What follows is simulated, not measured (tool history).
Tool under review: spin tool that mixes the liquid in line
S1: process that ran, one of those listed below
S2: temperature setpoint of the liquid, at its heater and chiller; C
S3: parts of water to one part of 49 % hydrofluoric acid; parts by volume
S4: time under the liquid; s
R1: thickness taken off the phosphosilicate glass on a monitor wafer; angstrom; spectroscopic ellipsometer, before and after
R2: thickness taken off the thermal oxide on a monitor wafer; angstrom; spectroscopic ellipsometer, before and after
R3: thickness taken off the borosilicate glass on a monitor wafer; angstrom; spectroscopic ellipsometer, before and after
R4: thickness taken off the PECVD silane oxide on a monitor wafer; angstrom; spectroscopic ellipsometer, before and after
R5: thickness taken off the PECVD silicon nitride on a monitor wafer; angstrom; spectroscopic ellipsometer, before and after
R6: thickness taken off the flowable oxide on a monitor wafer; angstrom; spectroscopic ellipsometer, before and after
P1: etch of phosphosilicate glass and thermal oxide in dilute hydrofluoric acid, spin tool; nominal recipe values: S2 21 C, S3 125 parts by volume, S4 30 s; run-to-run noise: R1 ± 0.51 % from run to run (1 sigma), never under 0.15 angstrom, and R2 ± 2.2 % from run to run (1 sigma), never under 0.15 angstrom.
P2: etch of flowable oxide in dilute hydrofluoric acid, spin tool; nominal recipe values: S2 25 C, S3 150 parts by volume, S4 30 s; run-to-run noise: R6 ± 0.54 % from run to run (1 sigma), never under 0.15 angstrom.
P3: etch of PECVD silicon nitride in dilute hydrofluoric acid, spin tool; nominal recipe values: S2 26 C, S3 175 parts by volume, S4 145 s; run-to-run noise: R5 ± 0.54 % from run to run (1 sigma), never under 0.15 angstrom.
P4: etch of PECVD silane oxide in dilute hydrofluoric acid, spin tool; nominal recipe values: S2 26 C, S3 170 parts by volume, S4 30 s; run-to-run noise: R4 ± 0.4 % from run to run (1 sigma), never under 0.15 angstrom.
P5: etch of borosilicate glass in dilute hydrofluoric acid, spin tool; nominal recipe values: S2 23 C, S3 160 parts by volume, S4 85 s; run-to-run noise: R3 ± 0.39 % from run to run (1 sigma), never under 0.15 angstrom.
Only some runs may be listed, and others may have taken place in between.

Run 1, hour 7.4: S1 P1, S2 21 C, S3 125 parts by volume, S4 30 s. Result: R1 213.83 angstrom, R2 9.6624 angstrom.
Run 2, hour 17.1: S1 P5, S2 23 C, S3 160 parts by volume, S4 85 s. Result: R3 132.18 angstrom.
Run 3, hour 26.3: S1 P4, S2 26 C, S3 80 parts by volume, S4 30 s. Result: R4 204.69 angstrom.
Run 4, hour 36.6: S1 P1, S2 21 C, S3 125 parts by volume, S4 55 s. Result: R1 394.89 angstrom, R2 17.883 angstrom.
Run 5, hour 46.5: S1 P1, S2 21 C, S3 125 parts by volume, S4 15 s. Result: R1 106.35 angstrom, R2 4.8582 angstrom.
Run 6, hour 58.2: S1 P1, S2 21 C, S3 125 parts by volume, S4 30 s. Result: R1 212.25 angstrom, R2 10.219 angstrom.
Run 7, hour 69.7: S1 P1, S2 21 C, S3 220 parts by volume, S4 30 s. Result: R1 110.04 angstrom, R2 5.0339 angstrom.
Run 8, hour 77.5: S1 P4, S2 26 C, S3 170 parts by volume, S4 15 s. Result: R4 43.625 angstrom.
Run 9, hour 84.3: S1 P3, S2 26 C, S3 175 parts by volume, S4 260 s. Result: R5 91.124 angstrom.
Run 10, hour 97.3: S1 P2, S2 25 C, S3 80 parts by volume, S4 30 s. Result: R6 202.81 angstrom.
Run 11, hour 105.9: S1 P5, S2 23 C, S3 30 parts by volume, S4 85 s. Result: R3 827.85 angstrom.
Run 12, hour 118.9: S1 P2, S2 25 C, S3 150 parts by volume, S4 15 s. Result: R6 49.145 angstrom.
Run 13, hour 126: S1 P4, S2 26 C, S3 170 parts by volume, S4 30 s. Result: R4 86.784 angstrom.
Run 14, hour 133.6: S1 P5, S2 30 C, S3 160 parts by volume, S4 85 s. Result: R3 171.59 angstrom.
Run 15, hour 145.8: S1 P2, S2 30 C, S3 150 parts by volume, S4 30 s. Result: R6 119.49 angstrom.
Run 16, hour 152.4: S1 P5, S2 23 C, S3 160 parts by volume, S4 85 s. Result: R3 132.71 angstrom.
Run 17, hour 162: S1 P4, S2 26 C, S3 170 parts by volume, S4 30 s. Result: R4 86.107 angstrom.
Run 18, hour 171.5: S1 P1, S2 21 C, S3 25 parts by volume, S4 30 s. Result: R1 1196.1 angstrom, R2 57.947 angstrom.
Run 19, hour 184.3: S1 P5, S2 23 C, S3 160 parts by volume, S4 160 s. Result: R3 248.43 angstrom.
Run 20, hour 196.1: S1 P3, S2 26 C, S3 175 parts by volume, S4 145 s. Result: R5 51.337 angstrom.
Run 21, hour 206.3: S1 P3, S2 26 C, S3 275 parts by volume, S4 145 s. Result: R5 32.335 angstrom.
Run 22, hour 220.7: S1 P3, S2 34 C, S3 175 parts by volume, S4 145 s. Result: R5 82.299 angstrom.
Run 23, hour 229.6: S1 P1, S2 17 C, S3 125 parts by volume, S4 30 s. Result: R1 181.19 angstrom, R2 8.306 angstrom.
Run 24, hour 236.8: S1 P1, S2 21 C, S3 125 parts by volume, S4 30 s. Result: R1 211.82 angstrom, R2 9.4663 angstrom.
Run 25, hour 246.4: S1 P1, S2 21 C, S3 170 parts by volume, S4 15 s. Result: R1 74.937 angstrom, R2 3.3249 angstrom.
Run 26, hour 256.1: S1 P1, S2 27.5 C, S3 125 parts by volume, S4 60 s. Result: R1 550.15 angstrom, R2 24.91 angstrom.
Run 27, hour 270.9: S1 P3, S2 26 C, S3 175 parts by volume, S4 145 s. Result: R5 50.523 angstrom.
Run 28, hour 281.2: S1 P4, S2 19 C, S3 170 parts by volume, S4 30 s. Result: R4 66.466 angstrom.
Run 29, hour 295.1: S1 P2, S2 25 C, S3 150 parts by volume, S4 30 s. Result: R6 99.281 angstrom.
Run 30, hour 302.8: S1 P1, S2 26 C, S3 125 parts by volume, S4 30 s. Result: R1 258.97 angstrom, R2 12.27 angstrom.
Run 31, hour 312: S1 P1, S2 21 C, S3 125 parts by volume, S4 30 s. Result: R1 214.14 angstrom, R2 9.4471 angstrom.
Run 32, hour 318.6: S1 P1, S2 21 C, S3 125 parts by volume, S4 30 s. Result: R1 212.59 angstrom, R2 10.228 angstrom.
Run 33, hour 330.9: S1 P1, S2 21 C, S3 125 parts by volume, S4 30 s. Result: R1 212.8 angstrom, R2 9.6315 angstrom.
Run 34, hour 343.1: S1 P1, S2 21 C, S3 125 parts by volume, S4 30 s. Result: R1 221.86 angstrom, R2 10.332 angstrom.
Run 35, hour 354: S1 P1, S2 21 C, S3 125 parts by volume, S4 30 s. Result: R1 226.78 angstrom, R2 10.334 angstrom.
Run 36, hour 367.3: S1 P1, S2 21 C, S3 125 parts by volume, S4 30 s. Result: R1 229.14 angstrom, R2 10.566 angstrom.
Run 37, hour 378.4: S1 P1, S2 21 C, S3 125 parts by volume, S4 30 s. Result: R1 228.3 angstrom, R2 10.665 angstrom.

Run 38, settings as shown, results not yet in. Your forecast:
Run 38, hour 391.4: S1 P1, S2 21 C, S3 125 parts by volume, S4 30 s. Result: R1 ?, R2 ?.

{"run 38": {"R1": 228.55, "R2": 11.335}}

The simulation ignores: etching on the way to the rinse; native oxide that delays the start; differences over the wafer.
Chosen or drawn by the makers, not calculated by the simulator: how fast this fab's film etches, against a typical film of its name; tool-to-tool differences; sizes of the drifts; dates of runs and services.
